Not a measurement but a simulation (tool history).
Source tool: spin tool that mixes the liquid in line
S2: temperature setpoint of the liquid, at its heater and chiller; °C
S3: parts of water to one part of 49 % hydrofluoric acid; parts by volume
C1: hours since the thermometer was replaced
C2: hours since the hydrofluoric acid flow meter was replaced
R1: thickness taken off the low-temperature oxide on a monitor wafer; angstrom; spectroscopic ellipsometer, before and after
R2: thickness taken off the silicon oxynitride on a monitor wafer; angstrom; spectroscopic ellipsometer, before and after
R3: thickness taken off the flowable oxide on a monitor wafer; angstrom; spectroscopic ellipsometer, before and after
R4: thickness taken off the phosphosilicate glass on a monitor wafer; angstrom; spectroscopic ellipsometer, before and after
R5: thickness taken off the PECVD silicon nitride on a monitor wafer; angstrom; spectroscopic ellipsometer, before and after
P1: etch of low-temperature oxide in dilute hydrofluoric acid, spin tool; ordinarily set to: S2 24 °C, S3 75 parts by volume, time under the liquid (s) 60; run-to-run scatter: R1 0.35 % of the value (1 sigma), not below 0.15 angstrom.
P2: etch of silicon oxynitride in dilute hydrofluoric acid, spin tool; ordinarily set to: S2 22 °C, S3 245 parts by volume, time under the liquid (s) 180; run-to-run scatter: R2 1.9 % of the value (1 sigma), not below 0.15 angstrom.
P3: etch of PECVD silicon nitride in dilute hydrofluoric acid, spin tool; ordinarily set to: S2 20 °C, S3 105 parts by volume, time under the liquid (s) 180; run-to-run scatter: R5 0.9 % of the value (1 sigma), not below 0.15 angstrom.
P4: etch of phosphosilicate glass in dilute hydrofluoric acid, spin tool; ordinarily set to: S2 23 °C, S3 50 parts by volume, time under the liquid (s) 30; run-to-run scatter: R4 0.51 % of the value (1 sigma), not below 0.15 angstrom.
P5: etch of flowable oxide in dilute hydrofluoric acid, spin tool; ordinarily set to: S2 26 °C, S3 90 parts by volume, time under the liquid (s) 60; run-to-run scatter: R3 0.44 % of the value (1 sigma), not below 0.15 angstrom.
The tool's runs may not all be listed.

{"run": 1, "day": 0.208, "process that ran": "P1", "S2": 24, "S3": 75, "time under the liquid (s)": 60, "C1": 935, "C2": 916.9, "R1": 168.76}
{"run": 2, "day": 0.488, "process that ran": "P2", "S2": 22, "S3": 245, "time under the liquid (s)": 180, "C1": 941.7, "C2": 923.6, "R2": 13.595}
{"run": 3, "day": 0.808, "process that ran": "P1", "S2": 24, "S3": 75, "time under the liquid (s)": 60, "C1": 949.4, "C2": 931.3, "R1": 168.06}
{"run": 4, "day": 1.004, "process that ran": "P5", "S2": 26, "S3": 140, "time under the liquid (s)": 60, "C1": 954.1, "C2": 936, "R3": 193.67}
{"run": 5, "day": 1.204, "process that ran": "P4", "S2": 23, "S3": 50, "time under the liquid (s)": 30, "C1": 958.9, "C2": 940.8, "R4": 1241.8}
{"run": 6, "day": 1.562, "process that ran": "P5", "S2": 26, "S3": 90, "time under the liquid (s)": 60, "C1": 967.5, "C2": 949.4, "R3": 322.44}
{"run": 7, "day": 1.75, "process that ran": "P4", "S2": 23, "S3": 50, "time under the liquid (s)": 30, "C1": 972, "C2": 953.9, "R4": 1245}
{"run": 8, "day": 2.112, "process that ran": "P4", "S2": 17, "S3": 50, "time under the liquid (s)": 30, "C1": 980.7, "C2": 962.6, "R4": 962.19}
{"run": 9, "day": 2.412, "process that ran": "P1", "S2": 29, "S3": 75, "time under the liquid (s)": 60, "C1": 987.9, "C2": 969.8, "R1": 204.99}
{"run": 10, "day": 2.746, "process that ran": "P1", "S2": 24, "S3": 75, "time under the liquid (s)": 60, "C1": 995.9, "C2": 977.8, "R1": 168.74}
{"run": 11, "day": 3.046, "process that ran": "P1", "S2": 31.5, "S3": 75, "time under the liquid (s)": 25, "C1": 1003.1, "C2": 985, "R1": 93.911}
{"run": 12, "day": 3.392, "process that ran": "P5", "S2": 26, "S3": 90, "time under the liquid (s)": 60, "C1": 1011.4, "C2": 993.3, "R3": 320.64}
{"run": 13, "day": 3.575, "process that ran": "P2", "S2": 22, "S3": 245, "time under the liquid (s)": 310, "C1": 1015.8, "C2": 997.7, "R2": 23.038}
{"run": 14, "day": 3.8, "process that ran": "P3", "S2": 20, "S3": 30, "time under the liquid (s)": 180, "C1": 1021.2, "C2": 1003.1, "R5": 99.376}
{"run": 15, "day": 3.967, "process that ran": "P3", "S2": 28.5, "S3": 105, "time under the liquid (s)": 180, "C1": 1025.2, "C2": 1007.1, "R5": 50.858}
{"run": 16, "day": 4.254, "process that ran": "P1", "S2": 24, "S3": 75, "time under the liquid (s)": 60, "C1": 1032.1, "C2": 1014, "R1": 167.85}
{"run": 17, "day": 4.592, "process that ran": "P1", "S2": 24, "S3": 75, "time under the liquid (s)": 60, "C1": 1040.2, "C2": 1022.1, "R1": 168.11}
{"run": 18, "day": 4.925, "process that ran": "P5", "S2": 17.5, "S3": 90, "time under the liquid (s)": 60, "C1": 1048.2, "C2": 1030.1, "R3": 227.27}
{"run": 19, "day": 5.288, "process that ran": "P4", "S2": 23, "S3": 50, "time under the liquid (s)": 15, "C1": 1056.9, "C2": 1038.8, "R4": 625.25}
{"run": 20, "day": 5.546, "process that ran": "P2", "S2": 22, "S3": 245, "time under the liquid (s)": 180, "C1": 1063.1, "C2": 1045, "R2": 13.358}
{"run": 21, "day": 5.817, "process that ran": "P1", "S2": 24, "S3": 75, "time under the liquid (s)": 105, "C1": 1069.6, "C2": 1051.5, "R1": 294.67}
{"run": 22, "day": 6.012, "process that ran": "P1", "S2": 24, "S3": 75, "time under the liquid (s)": 25, "C1": 1074.3, "C2": 1056.2, "R1": 69.92}
{"run": 23, "day": 6.254, "process that ran": "P1", "S2": 31, "S3": 75, "time under the liquid (s)": 35, "C1": 1080.1, "C2": 1062, "R1": 128.06}
{"run": 24, "day": 6.567, "process that ran": "P2", "S2": 22, "S3": 365, "time under the liquid (s)": 180, "C1": 1087.6, "C2": 1069.5, "R2": 8.5087}
{"run": 25, "day": 6.838, "process that ran": "P1", "S2": 24, "S3": 110, "time under the liquid (s)": 60, "C1": 1094.1, "C2": 1076, "R1": 109.65}
{"run": 26, "day": 7.188, "process that ran": "P4", "S2": 23, "S3": 90, "time under the liquid (s)": 30, "C1": 1102.5, "C2": 1084.4, "R4": 664.73}
{"run": 27, "day": 7.425, "process that ran": "P1", "S2": 24, "S3": 40, "time under the liquid (s)": 60, "C1": 1108.2, "C2": 1090.1, "R1": 332.77}
{"run": 28, "day": 7.583, "process that ran": "P5", "S2": 26, "S3": 90, "time under the liquid (s)": 115, "C1": 1112, "C2": 1093.9, "R3": 614.55}
{"run": 29, "day": 7.946, "process that ran": "P2", "S2": 29.5, "S3": 245, "time under the liquid (s)": 180, "C1": 1120.7, "C2": 1102.6, "R2": 18.025}
{"run": 30, "day": 8.262, "process that ran": "P1", "S2": 19.5, "S3": 75, "time under the liquid (s)": 60, "C1": 1128.3, "C2": 1110.2, "R1": 140.78}
{"run": 31, "day": 8.421, "process that ran": "P3", "S2": 20, "S3": 105, "time under the liquid (s)": 360, "C1": 1132.1, "C2": 1114, "R5": 58.328}
{"run": 32, "day": 8.738, "process that ran": "P3", "S2": 20, "S3": 105, "time under the liquid (s)": 180, "C1": 1139.7, "C2": 1121.6, "R5": 28.638}
{"run": 33, "day": 8.896, "process that ran": "P1", "S2": 24, "S3": 75, "time under the liquid (s)": 60, "C1": 1143.5, "C2": 1125.4, "R1": 167.9}
{"run": 34, "day": 9.196, "process that ran": "P1", "S2": 24, "S3": 75, "time under the liquid (s)": 60, "C1": 1150.7, "C2": 1132.6, "R1": 162.5}
{"run": 35, "day": 9.546, "process that ran": "P1", "S2": 24, "S3": 75, "time under the liquid (s)": 60, "C1": 1159.1, "C2": 1141, "R1": 160.12}
{"run": 36, "day": 9.758, "process that ran": "P1", "S2": 24, "S3": 75, "time under the liquid (s)": 60, "C1": 1164.2, "C2": 1146.1, "R1": 157.66}
{"run": 37, "day": 10.079, "process that ran": "P1", "S2": 24, "S3": 75, "time under the liquid (s)": 60, "C1": 1171.9, "C2": 1153.8, "R1": 155.26}
{"run": 38, "day": 10.367, "process that ran": "P1", "S2": 24, "S3": 75, "time under the liquid (s)": 60, "C1": 1178.8, "C2": 1160.7, "R1": 154.65}
{"run": 39, "day": 10.6, "process that ran": "P1", "S2": 24, "S3": 75, "time under the liquid (s)": 60, "C1": 1184.4, "C2": 1166.3, "R1": 154.81}
{"run": 40, "day": 10.921, "process that ran": "P1", "S2": 24, "S3": 75, "time under the liquid (s)": 60, "C1": 1192.1, "C2": 1174, "R1": 153.01}
{"run": 41, "day": 11.117, "process that ran": "P1", "S2": 24, "S3": 75, "time under the liquid (s)": 60, "C1": 1196.8, "C2": 1178.7, "R1": 153.84}
{"run": 42, "day": 11.404, "process that ran": "P1", "S2": 24, "S3": 75, "time under the liquid (s)": 60, "C1": 1203.7, "C2": 1185.6, "R1": 153.51}
{"run": 43, "day": 11.717, "process that ran": "P1", "S2": 24, "S3": 75, "time under the liquid (s)": 60, "C1": 1211.2, "C2": 1193.1, "R1": 152.66}
{"run": 44, "day": 11.929, "process that ran": "P1", "S2": 24, "S3": 75, "time under the liquid (s)": 60, "C1": 1216.3, "C2": 1198.2, "R1": 153.43}

P1 has crept away from where it was. The log is fitted equally well by each of these 2 causes, at the sizes shown:
A: liquid colder than its thermometer reads (K) = 2.33
B: hydrofluoric acid flow below the setpoint (%) = 8.26
Creep in the process output first set in at about day 8.896.

Which of the 4 check runs listed below separates the causes, so that each cause would produce a clearly different result? Each run uses one wafer, and its results are marked with question marks.
{"run": "check 1", "day": 12.142, "process that ran": "P5", "S2": 19.5, "S3": 90, "time under the liquid (s)": 85, "R3": "?"}
{"run": "check 2", "day": 12.142, "process that ran": "P4", "S2": 18.5, "S3": 50, "time under the liquid (s)": 15, "R4": "?"}
{"run": "check 3", "day": 12.142, "process that ran": "P3", "S2": 20, "S3": 30, "time under the liquid (s)": 355, "R5": "?"}
{"run": "check 4", "day": 12.142, "process that ran": "P2", "S2": 22, "S3": 355, "time under the liquid (s)": 180, "R2": "?"}

If the cause were each of the candidates in turn, the checks would give the following:
check=check_1 result=R3 if_A=317.37 if_B=318.18
check=check_2 result=R4 if_A=465.12 if_B=469.65
check=check_3 result=R5 if_A=164.06 if_B=178.02
check=check_4 result=R2 if_A=7.833 if_B=7.7889
Separation of the two closest causes in each check, using whichever result separates them best: check 1 0.25 %; check 2 0.97 %; check 3 8.17 %; check 4 0.56 %
Check 3 distinguishes between the causes, while the remaining checks would return nearly the same result for all of them.

Here is what check 3 returned: R5 178.4 angstrom. Which cause is it?

B is the cause: hydrofluoric acid flow below the setpoint (%).

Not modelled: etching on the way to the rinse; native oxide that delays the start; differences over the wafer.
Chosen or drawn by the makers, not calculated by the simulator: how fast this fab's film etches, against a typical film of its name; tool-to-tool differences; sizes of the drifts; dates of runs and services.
